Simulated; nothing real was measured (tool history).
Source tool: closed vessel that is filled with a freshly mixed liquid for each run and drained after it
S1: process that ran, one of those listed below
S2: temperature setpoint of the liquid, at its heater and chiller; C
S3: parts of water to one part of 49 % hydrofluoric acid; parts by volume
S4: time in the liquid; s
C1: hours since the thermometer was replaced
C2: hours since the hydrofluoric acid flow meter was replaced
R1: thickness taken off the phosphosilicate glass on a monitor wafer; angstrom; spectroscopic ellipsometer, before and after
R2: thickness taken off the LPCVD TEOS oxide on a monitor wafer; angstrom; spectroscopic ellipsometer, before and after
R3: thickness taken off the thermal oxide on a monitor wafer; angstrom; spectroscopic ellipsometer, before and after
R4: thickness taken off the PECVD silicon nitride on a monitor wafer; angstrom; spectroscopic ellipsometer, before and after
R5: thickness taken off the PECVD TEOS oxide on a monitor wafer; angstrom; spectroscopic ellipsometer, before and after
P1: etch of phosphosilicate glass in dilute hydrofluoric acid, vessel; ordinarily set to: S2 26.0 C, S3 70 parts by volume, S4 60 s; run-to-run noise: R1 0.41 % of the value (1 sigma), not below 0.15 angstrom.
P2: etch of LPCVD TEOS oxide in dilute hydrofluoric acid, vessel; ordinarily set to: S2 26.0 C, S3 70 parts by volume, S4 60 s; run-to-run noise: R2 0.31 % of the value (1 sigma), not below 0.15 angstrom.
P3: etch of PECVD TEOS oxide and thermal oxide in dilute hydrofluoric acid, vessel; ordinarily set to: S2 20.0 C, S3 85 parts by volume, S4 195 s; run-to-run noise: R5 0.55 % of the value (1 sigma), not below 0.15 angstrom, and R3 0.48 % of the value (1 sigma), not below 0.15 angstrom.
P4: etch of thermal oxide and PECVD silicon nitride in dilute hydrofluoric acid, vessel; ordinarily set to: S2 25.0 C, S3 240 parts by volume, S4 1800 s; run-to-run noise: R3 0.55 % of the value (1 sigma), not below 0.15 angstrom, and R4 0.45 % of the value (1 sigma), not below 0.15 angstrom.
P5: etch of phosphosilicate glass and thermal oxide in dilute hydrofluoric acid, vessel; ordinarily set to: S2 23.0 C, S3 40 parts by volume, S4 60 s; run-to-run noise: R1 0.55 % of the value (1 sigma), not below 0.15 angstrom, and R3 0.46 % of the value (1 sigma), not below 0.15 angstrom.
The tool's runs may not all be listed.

Run 1, hour 7.3: S1 P1, S2 26.0 C, S3 70 parts by volume, S4 60 s; C1 1402.1; C2 449.5. Result: R1 1949.40 angstrom.
Run 2, hour 14.3: S1 P2, S2 26.0 C, S3 125 parts by volume, S4 60 s; C1 1409.1; C2 456.5. Result: R2 293.48 angstrom.
Run 3, hour 20.3: S1 P5, S2 23.0 C, S3 40 parts by volume, S4 90 s; C1 1415.1; C2 462.5. Result: R1 1371.40 angstrom, R3 103.610 angstrom.
Run 4, hour 25.0: S1 P4, S2 25.0 C, S3 240 parts by volume, S4 1800 s; C1 1419.8; C2 467.2. Result: R3 325.830 angstrom, R4 263.22 angstrom.
Run 5, hour 32.0: S1 P5, S2 23.0 C, S3 40 parts by volume, S4 60 s; C1 1426.8; C2 474.2. Result: R1 923.04 angstrom, R3 69.013 angstrom.
Run 6, hour 38.7: S1 P1, S2 26.0 C, S3 35 parts by volume, S4 30 s; C1 1433.5; C2 480.9. Result: R1 2070.10 angstrom.
Run 7, hour 43.5: S1 P5, S2 28.5 C, S3 40 parts by volume, S4 60 s; C1 1438.3; C2 485.7. Result: R1 1154.30 angstrom, R3 86.830 angstrom.
Run 8, hour 48.0: S1 P4, S2 25.0 C, S3 430 parts by volume, S4 1800 s; C1 1442.8; C2 490.2. Result: R3 149.540 angstrom, R4 147.97 angstrom.
Run 9, hour 51.7: S1 P3, S2 20.0 C, S3 85 parts by volume, S4 195 s; C1 1446.5; C2 493.9. Result: R3 96.338 angstrom, R5 539.75 angstrom.
Run 10, hour 56.8: S1 P1, S2 26.0 C, S3 70 parts by volume, S4 60 s; C1 1451.6; C2 499.0. Result: R1 1975.40 angstrom.
Run 11, hour 61.2: S1 P5, S2 23.0 C, S3 25 parts by volume, S4 60 s; C1 1456.0; C2 503.4. Result: R1 1501.20 angstrom, R3 113.370 angstrom.
Run 12, hour 66.4: S1 P2, S2 26.0 C, S3 70 parts by volume, S4 30 s; C1 1461.2; C2 508.6. Result: R2 280.09 angstrom.
Run 13, hour 72.3: S1 P3, S2 20.0 C, S3 145 parts by volume, S4 195 s; C1 1467.1; C2 514.5. Result: R3 52.695 angstrom, R5 294.96 angstrom.
Run 14, hour 79.1: S1 P1, S2 26.0 C, S3 125 parts by volume, S4 60 s; C1 1473.9; C2 521.3. Result: R1 1028.90 angstrom.
Run 15, hour 85.1: S1 P1, S2 26.0 C, S3 70 parts by volume, S4 60 s; C1 1479.9; C2 527.3. Result: R1 1950.40 angstrom.
Run 16, hour 90.8: S1 P1, S2 19.0 C, S3 70 parts by volume, S4 60 s; C1 1485.6; C2 533.0. Result: R1 1482.70 angstrom.
Run 17, hour 97.5: S1 P4, S2 18.5 C, S3 240 parts by volume, S4 1800 s; C1 1492.3; C2 539.7. Result: R3 254.620 angstrom, R4 174.95 angstrom.
At hour 101.9: thermometer replaced.
Run 18, hour 102.7: S1 P1, S2 26.0 C, S3 70 parts by volume, S4 30 s; C1 0.8; C2 544.9. Result: R1 982.56 angstrom.
Run 19, hour 110.3: S1 P1, S2 26.0 C, S3 70 parts by volume, S4 60 s; C1 8.4; C2 552.5. Result: R1 1972.10 angstrom.
Run 20, hour 114.8: S1 P1, S2 26.0 C, S3 70 parts by volume, S4 110 s; C1 12.9; C2 557.0. Result: R1 3611.60 angstrom.
Run 21, hour 121.9: S1 P1, S2 26.0 C, S3 70 parts by volume, S4 60 s; C1 20.0; C2 564.1. Result: R1 1982.10 angstrom.
Run 22, hour 128.6: S1 P3, S2 20.0 C, S3 85 parts by volume, S4 195 s; C1 26.7; C2 570.8. Result: R3 96.208 angstrom, R5 546.26 angstrom.
Run 23, hour 135.8: S1 P4, S2 25.0 C, S3 240 parts by volume, S4 3025 s; C1 33.9; C2 578.0. Result: R3 536.770 angstrom, R4 447.51 angstrom.
Run 24, hour 143.2: S1 P5, S2 23.0 C, S3 40 parts by volume, S4 60 s; C1 41.3; C2 585.4. Result: R1 923.04 angstrom, R3 69.213 angstrom.
Run 25, hour 146.7: S1 P2, S2 33.5 C, S3 70 parts by volume, S4 60 s; C1 44.8; C2 588.9. Result: R2 748.11 angstrom.
Run 26, hour 151.8: S1 P4, S2 25.0 C, S3 240 parts by volume, S4 1800 s; C1 49.9; C2 594.0. Result: R3 326.420 angstrom, R4 266.30 angstrom.
Run 27, hour 157.7: S1 P3, S2 20.0 C, S3 85 parts by volume, S4 300 s; C1 55.8; C2 599.9. Result: R3 148.050 angstrom, R5 832.46 angstrom.
Run 28, hour 161.8: S1 P1, S2 26.0 C, S3 70 parts by volume, S4 60 s; C1 59.9; C2 604.0. Result: R1 1955.00 angstrom.
Run 29, hour 166.2: S1 P1, S2 21.0 C, S3 125 parts by volume, S4 60 s; C1 64.3; C2 608.4. Result: R1 842.56 angstrom.
Run 30, hour 172.2: S1 P1, S2 33.5 C, S3 70 parts by volume, S4 60 s; C1 70.3; C2 614.4. Result: R1 2614.60 angstrom.
Run 31, hour 178.8: S1 P1, S2 26.0 C, S3 30 parts by volume, S4 60 s; C1 76.9; C2 621.0. Result: R1 4852.40 angstrom.
Run 32, hour 185.9: S1 P3, S2 27.0 C, S3 85 parts by volume, S4 195 s; C1 84.0; C2 628.1. Result: R3 126.590 angstrom, R5 719.26 angstrom.
Run 33, hour 190.2: S1 P2, S2 26.0 C, S3 70 parts by volume, S4 60 s; C1 88.3; C2 632.4. Result: R2 559.77 angstrom.
Run 34, hour 197.3: S1 P1, S2 31.0 C, S3 70 parts by volume, S4 35 s; C1 95.4; C2 639.5. Result: R1 1395.70 angstrom.
Run 35, hour 201.5: S1 P1, S2 26.0 C, S3 70 parts by volume, S4 60 s; C1 99.6; C2 643.7. Result: R1 1967.70 angstrom.
Run 36, hour 206.4: S1 P1, S2 26.0 C, S3 70 parts by volume, S4 60 s; C1 104.5; C2 648.6. Result: R1 2027.20 angstrom.
Run 37, hour 211.5: S1 P1, S2 26.0 C, S3 70 parts by volume, S4 60 s; C1 109.6; C2 653.7. Result: R1 2063.70 angstrom.
Run 38, hour 216.3: S1 P1, S2 26.0 C, S3 70 parts by volume, S4 60 s; C1 114.4; C2 658.5. Result: R1 2067.10 angstrom.
Run 39, hour 220.2: S1 P1, S2 26.0 C, S3 70 parts by volume, S4 60 s; C1 118.3; C2 662.4. Result: R1 2080.90 angstrom.
Run 40, hour 224.1: S1 P1, S2 26.0 C, S3 70 parts by volume, S4 60 s; C1 122.2; C2 666.3. Result: R1 2080.10 angstrom.
Run 41, hour 231.2: S1 P1, S2 26.0 C, S3 70 parts by volume, S4 60 s; C1 129.3; C2 673.4. Result: R1 2102.50 angstrom.
Run 42, hour 237.4: S1 P1, S2 26.0 C, S3 70 parts by volume, S4 60 s; C1 135.5; C2 679.6. Result: R1 2101.40 angstrom.
Run 43, hour 241.5: S1 P1, S2 26.0 C, S3 70 parts by volume, S4 60 s; C1 139.6; C2 683.7. Result: R1 2104.50 angstrom.

What P1 gives has crept away from where it was. These 2 causes fit the log equally well, each at the size given:
A: liquid hotter than its thermometer reads (K) = 1.74
B: hydrofluoric acid flow above the setpoint (%) = 6.47
Onset of the creep was near hour 201.5.

4 check runs are offered, one wafer each, their results left as question marks. Which one tells the causes apart?
Run check 1, hour 245.6: S1 P3, S2 20.0 C, S3 85 parts by volume, S4 195 s. Result: R3 ?, R5 ?.
Run check 2, hour 245.6: S1 P5, S2 23.0 C, S3 40 parts by volume, S4 60 s. Result: R1 ?, R3 ?.
Run check 3, hour 245.6: S1 P2, S2 26.0 C, S3 70 parts by volume, S4 60 s. Result: R2 ?.
Run check 4, hour 245.6: S1 P4, S2 25.0 C, S3 240 parts by volume, S4 1800 s. Result: R3 ?, R4 ?.

Expected result of each check under each candidate cause:
  check  result     if A     if B
check 1      R3  103.020  102.720
check 1      R5   579.54   577.83
check 2      R1   987.82   981.51
check 2      R3   74.384   73.908
check 3      R2   600.80   600.55
check 4      R3  343.540  349.370
check 4      R4   293.51   280.85
Per-check spread between the two closest causes, in the result where they differ most: check 1 0.29 %; check 2 0.64 %; check 3 0.04 %; check 4 4.41 %
Only check 4 tells the causes apart: in the others they would give nearly the same result.

After running check 4, the following was obtained: R3 342.720 angstrom; R4 293.81 angstrom. Which cause does this point to?

Of the candidate causes, it is A: liquid hotter than its thermometer reads (K).
